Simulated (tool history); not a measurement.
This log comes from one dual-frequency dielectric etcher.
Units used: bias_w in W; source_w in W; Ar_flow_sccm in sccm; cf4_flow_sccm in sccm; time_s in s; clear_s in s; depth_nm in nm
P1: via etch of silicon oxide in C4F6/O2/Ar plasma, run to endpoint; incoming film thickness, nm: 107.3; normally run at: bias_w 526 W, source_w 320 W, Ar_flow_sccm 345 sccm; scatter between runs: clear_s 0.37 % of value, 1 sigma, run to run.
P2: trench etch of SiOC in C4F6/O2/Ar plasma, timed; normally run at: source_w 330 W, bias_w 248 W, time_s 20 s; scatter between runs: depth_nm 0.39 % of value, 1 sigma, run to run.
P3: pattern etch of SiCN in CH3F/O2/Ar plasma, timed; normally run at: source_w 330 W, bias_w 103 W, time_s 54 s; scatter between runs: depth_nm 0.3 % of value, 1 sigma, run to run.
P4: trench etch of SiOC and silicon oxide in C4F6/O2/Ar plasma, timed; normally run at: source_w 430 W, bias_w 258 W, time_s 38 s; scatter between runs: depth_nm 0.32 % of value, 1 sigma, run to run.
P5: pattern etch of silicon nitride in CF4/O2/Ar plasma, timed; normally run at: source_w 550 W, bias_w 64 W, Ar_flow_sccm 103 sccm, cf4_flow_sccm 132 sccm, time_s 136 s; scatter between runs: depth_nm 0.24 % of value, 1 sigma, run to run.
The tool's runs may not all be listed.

run,hour,process,bias_w,source_w,Ar_flow_sccm,cf4_flow_sccm,time_s,hours since the last wet clean,hours since the last bias power generator calibration,hours since the last source power generator calibration,hours since the last Ar flow controller change,clear_s,depth_nm
1,5.8,P1,526,320,345,,,93,236.8,1990.1,1275,25.53,
2,13.7,P1,526,320,345,,,100.9,244.7,1998,1282.9,25.426,
3,25.3,P5,64,550,103,132,136,112.5,256.3,2009.6,1294.5,,326.04
4,31.3,P3,103,330,,,30,118.5,262.3,2015.6,1300.5,,11.913
5,42.7,P4,258,430,,,38,129.9,273.7,2027,1311.9,,84.797
6,51.5,P3,127,330,,,54,138.7,282.5,2035.8,1320.7,,23.292
7,58.5,P1,526,240,441,,,145.7,289.5,2042.8,1327.7,29.132,
8,66.5,P1,526,320,345,,,153.7,297.5,2050.8,1335.7,25.524,
9,75,P1,526,320,345,,,162.2,306,2059.3,1344.2,25.503,
10,86.3,P3,103,330,,,54,173.5,317.3,2070.6,1355.5,,21.479
11,92.1,P1,526,380,345,,,179.3,323.1,2076.4,1361.3,24.053,
12,100.3,P1,526,320,279,,,187.5,331.3,2084.6,1369.5,24.871,
13,111,P4,258,570,,,38,198.2,342,2095.3,1380.2,,94.223
14,119.7,P1,526,320,432,,,206.9,350.7,2104,1388.9,26.151,
15,126.8,P1,526,230,345,,,214,357.8,2111.1,1396,28.799,
16,132.9,P4,258,430,,,48,220.1,363.9,2117.2,1402.1,,106.78
17,141.9,P2,248,330,,,12.5,229.1,372.9,2126.2,1411.1,,25.883
18,148.1,P1,526,260,454,,,235.3,379.1,2132.4,1417.3,28.266,
19,153.8,P2,146,330,,,20,241,384.8,2138.1,1423,,35.023
20,159.8,P5,64,780,103,132,136,247,390.8,2144.1,1429,,438.76
21,170.6,P2,248,200,,,20,257.8,401.6,2154.9,1439.8,,34.248
22,177.4,P2,248,330,,,20,264.6,408.4,2161.7,1446.6,,41.273
23,184.3,P4,354,430,,,38,271.5,415.3,2168.6,1453.5,,93.877
24,191.4,P1,676,320,345,,,278.6,422.4,2175.7,1460.6,23.118,

The next listed run, before its measurement:
# hour 198: source power generator calibrated
25,201.4,P5,76,550,103,132,136,288.6,432.4,3.5,1470.6,,?

Logged for run 25: depth_nm 346.71 nm.
